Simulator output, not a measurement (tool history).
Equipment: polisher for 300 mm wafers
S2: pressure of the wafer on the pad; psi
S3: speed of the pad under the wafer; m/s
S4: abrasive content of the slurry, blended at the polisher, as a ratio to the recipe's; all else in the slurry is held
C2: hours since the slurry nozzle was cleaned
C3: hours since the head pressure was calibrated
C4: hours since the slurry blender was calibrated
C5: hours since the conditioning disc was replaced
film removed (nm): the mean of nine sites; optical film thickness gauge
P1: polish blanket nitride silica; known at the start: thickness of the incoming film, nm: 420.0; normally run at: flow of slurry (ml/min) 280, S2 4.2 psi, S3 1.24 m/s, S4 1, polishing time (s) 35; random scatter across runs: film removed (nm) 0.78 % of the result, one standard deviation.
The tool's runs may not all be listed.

run 1 day=0.158 | flow_of_slurry_(ml/min)=280 S2=4.2 S3=1.24 S4=1 polishing_time_(s)=35 | wafers_polished_on_this_pad=753 C2=135.9 C3=1012.4 C4=61.1 C5=102.9 | film_removed_(nm)=27.032
run 2 day=0.258 | flow_of_slurry_(ml/min)=280 S2=4.2 S3=1.24 S4=1 polishing_time_(s)=19 | wafers_polished_on_this_pad=772 C2=138.3 C3=1014.8 C4=63.5 C5=105.3 | film_removed_(nm)=14.518
run 3 day=0.371 | flow_of_slurry_(ml/min)=280 S2=4.2 S3=1.24 S4=1 polishing_time_(s)=35 | wafers_polished_on_this_pad=794 C2=141 C3=1017.5 C4=66.2 C5=108 | film_removed_(nm)=26.525
run 4 day=0.588 | flow_of_slurry_(ml/min)=280 S2=3.2 S3=0.56 S4=1 polishing_time_(s)=35 | wafers_polished_on_this_pad=835 C2=146.2 C3=1022.7 C4=71.4 C5=113.2 | film_removed_(nm)=10.657
run 5 day=0.733 | flow_of_slurry_(ml/min)=280 S2=4.2 S3=1.24 S4=1 polishing_time_(s)=54 | wafers_polished_on_this_pad=863 C2=149.7 C3=1026.2 C4=74.9 C5=116.7 | film_removed_(nm)=42.111
run 6 day=0.954 | flow_of_slurry_(ml/min)=280 S2=4.2 S3=1.24 S4=1.5 polishing_time_(s)=35 | wafers_polished_on_this_pad=905 C2=155 C3=1031.5 C4=80.2 C5=122 | film_removed_(nm)=31.628
run 7 day=1.175 | flow_of_slurry_(ml/min)=280 S2=4.2 S3=1.86 S4=1 polishing_time_(s)=17 | wafers_polished_on_this_pad=947 C2=160.3 C3=1036.8 C4=85.5 C5=127.3 | film_removed_(nm)=18.007
run 8 day=1.304 | flow_of_slurry_(ml/min)=280 S2=4.2 S3=1.24 S4=1 polishing_time_(s)=35 | wafers_polished_on_this_pad=972 C2=163.4 C3=1039.9 C4=88.6 C5=130.4 | film_removed_(nm)=26.912
run 9 day=1.454 | flow_of_slurry_(ml/min)=280 S2=4.2 S3=1.24 S4=1 polishing_time_(s)=35 | wafers_polished_on_this_pad=1000 C2=167 C3=1043.5 C4=92.2 C5=134 | film_removed_(nm)=26.957
run 10 day=1.617 | flow_of_slurry_(ml/min)=280 S2=4.2 S3=1.24 S4=1 polishing_time_(s)=35 | wafers_polished_on_this_pad=1031 C2=170.9 C3=1047.4 C4=96.1 C5=137.9 | film_removed_(nm)=26.647
run 11 day=1.792 | flow_of_slurry_(ml/min)=280 S2=4.2 S3=1.24 S4=1 polishing_time_(s)=35 | wafers_polished_on_this_pad=1065 C2=175.1 C3=1051.6 C4=100.3 C5=142.1 | film_removed_(nm)=26.667
run 12 day=1.917 | flow_of_slurry_(ml/min)=280 S2=2.2 S3=1.24 S4=1 polishing_time_(s)=35 | wafers_polished_on_this_pad=1088 C2=178.1 C3=1054.6 C4=103.3 C5=145.1 | film_removed_(nm)=14.188
run 13 day=2.058 | flow_of_slurry_(ml/min)=280 S2=4.2 S3=0.74 S4=1 polishing_time_(s)=35 | wafers_polished_on_this_pad=1116 C2=181.5 C3=1058 C4=106.7 C5=148.5 | film_removed_(nm)=17.951
run 14 day=2.271 | flow_of_slurry_(ml/min)=280 S2=6.7 S3=1.24 S4=1 polishing_time_(s)=35 | wafers_polished_on_this_pad=1156 C2=186.6 C3=1063.1 C4=111.8 C5=153.6 | film_removed_(nm)=43.429
run 15 day=2.488 | flow_of_slurry_(ml/min)=280 S2=4.2 S3=1.9 S4=1 polishing_time_(s)=35 | wafers_polished_on_this_pad=1197 C2=191.8 C3=1068.3 C4=117 C5=158.8 | film_removed_(nm)=37.553
run 16 day=2.692 | flow_of_slurry_(ml/min)=425 S2=4.2 S3=0.62 S4=1 polishing_time_(s)=35 | wafers_polished_on_this_pad=1236 C2=196.7 C3=1073.2 C4=121.9 C5=163.7 | film_removed_(nm)=15.961

Run 17, settings as shown, results not yet in. Your forecast:
run 17 day=2.842 | flow_of_slurry_(ml/min)=280 S2=4.2 S3=1.24 S4=0.5 polishing_time_(s)=35 | wafers_polished_on_this_pad=1265 C2=200.3 C3=1076.8 C4=125.5 C5=167.3 | film_removed_(nm)=?

{"run 17": {"film removed (nm)": 18.653}}

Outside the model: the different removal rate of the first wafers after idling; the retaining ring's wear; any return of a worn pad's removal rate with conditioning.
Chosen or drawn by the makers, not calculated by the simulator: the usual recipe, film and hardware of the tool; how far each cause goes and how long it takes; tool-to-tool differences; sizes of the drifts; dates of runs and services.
